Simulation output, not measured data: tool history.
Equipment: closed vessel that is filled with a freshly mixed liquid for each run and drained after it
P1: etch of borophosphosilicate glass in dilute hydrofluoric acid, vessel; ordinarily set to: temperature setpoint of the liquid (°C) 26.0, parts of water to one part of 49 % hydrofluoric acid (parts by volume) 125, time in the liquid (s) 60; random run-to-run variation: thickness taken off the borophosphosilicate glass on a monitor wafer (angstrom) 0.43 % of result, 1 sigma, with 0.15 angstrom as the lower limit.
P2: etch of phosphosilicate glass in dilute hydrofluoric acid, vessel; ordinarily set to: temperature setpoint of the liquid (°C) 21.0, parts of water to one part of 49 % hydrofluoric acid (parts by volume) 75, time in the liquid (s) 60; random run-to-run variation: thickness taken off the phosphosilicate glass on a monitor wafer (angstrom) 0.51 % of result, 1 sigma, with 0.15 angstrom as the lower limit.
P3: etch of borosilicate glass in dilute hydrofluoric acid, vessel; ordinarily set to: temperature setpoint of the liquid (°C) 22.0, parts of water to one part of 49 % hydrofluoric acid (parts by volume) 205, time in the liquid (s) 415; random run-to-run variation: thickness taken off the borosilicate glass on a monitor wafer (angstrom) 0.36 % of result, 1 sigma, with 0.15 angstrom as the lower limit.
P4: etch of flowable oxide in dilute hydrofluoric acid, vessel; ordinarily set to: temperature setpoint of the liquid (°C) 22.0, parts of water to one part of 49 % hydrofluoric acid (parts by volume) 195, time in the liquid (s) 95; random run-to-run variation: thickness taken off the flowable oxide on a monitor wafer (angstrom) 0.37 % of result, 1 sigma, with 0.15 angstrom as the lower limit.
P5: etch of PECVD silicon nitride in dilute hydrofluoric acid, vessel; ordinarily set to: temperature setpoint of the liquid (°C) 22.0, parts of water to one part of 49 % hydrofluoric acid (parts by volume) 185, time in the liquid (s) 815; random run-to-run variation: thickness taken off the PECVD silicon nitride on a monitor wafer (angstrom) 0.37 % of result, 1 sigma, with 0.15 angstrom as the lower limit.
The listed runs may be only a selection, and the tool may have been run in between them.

run,hour,process that ran,temperature setpoint of the liquid (°C),parts of water to one part of 49 % hydrofluoric acid (parts by volume),time in the liquid (s),hours since the thermometer was replaced,hours since the hydrofluoric acid flow meter was replaced,thickness taken off the borophosphosilicate glass on a monitor wafer (angstrom),thickness taken off the borosilicate glass on a monitor wafer (angstrom),thickness taken off the phosphosilicate glass on a monitor wafer (angstrom),thickness taken off the PECVD silicon nitride on a monitor wafer (angstrom),thickness taken off the flowable oxide on a monitor wafer (angstrom)
1,18.3,P1,26.0,125,60,608.3,317.3,193.240,,,,
2,29.5,P1,26.0,125,60,619.5,328.5,192.640,,,,
3,39.0,P3,22.0,205,125,629.0,338.0,,128.52,,,
4,51.8,P2,21.0,75,60,641.8,350.8,,,1167.3,,
5,68.4,P5,22.0,105,815,658.4,367.4,,,,174.150,
6,86.2,P5,22.0,185,815,676.2,385.2,,,,101.100,
7,99.6,P1,26.0,125,60,689.6,398.6,194.050,,,,
8,116.4,P3,22.0,130,415,706.4,415.4,,718.82,,,
9,133.0,P1,26.0,225,60,723.0,432.0,95.090,,,,
10,147.4,P5,17.0,185,815,737.4,446.4,,,,72.061,
11,156.2,P1,26.0,30,60,746.2,455.2,914.090,,,,
12,165.1,P3,27.0,205,415,755.1,464.1,,507.89,,,
13,183.2,P1,34.0,125,105,773.2,482.2,454.530,,,,
14,195.8,P4,22.0,195,95,785.8,494.8,,,,,114.24
15,203.7,P2,21.0,75,60,793.7,502.7,,,1172.3,,
16,217.9,P1,26.0,125,60,807.9,516.9,191.700,,,,
17,228.6,P4,22.0,40,95,818.6,527.6,,,,,666.85
18,241.2,P3,22.0,205,415,831.2,540.2,,424.62,,,
19,256.3,P1,26.0,125,90,846.3,555.3,290.500,,,,
20,267.4,P1,19.5,125,60,857.4,566.4,150.830,,,,
21,282.2,P4,28.5,195,95,872.2,581.2,,,,,144.83
22,297.6,P2,21.0,130,60,887.6,596.6,,,637.9,,

For run 23, what comes out?
23,315.2,P1,26.0,125,30,905.2,614.2,?,,,,

thickness taken off the borophosphosilicate glass on a monitor wafer (angstrom): 96.105
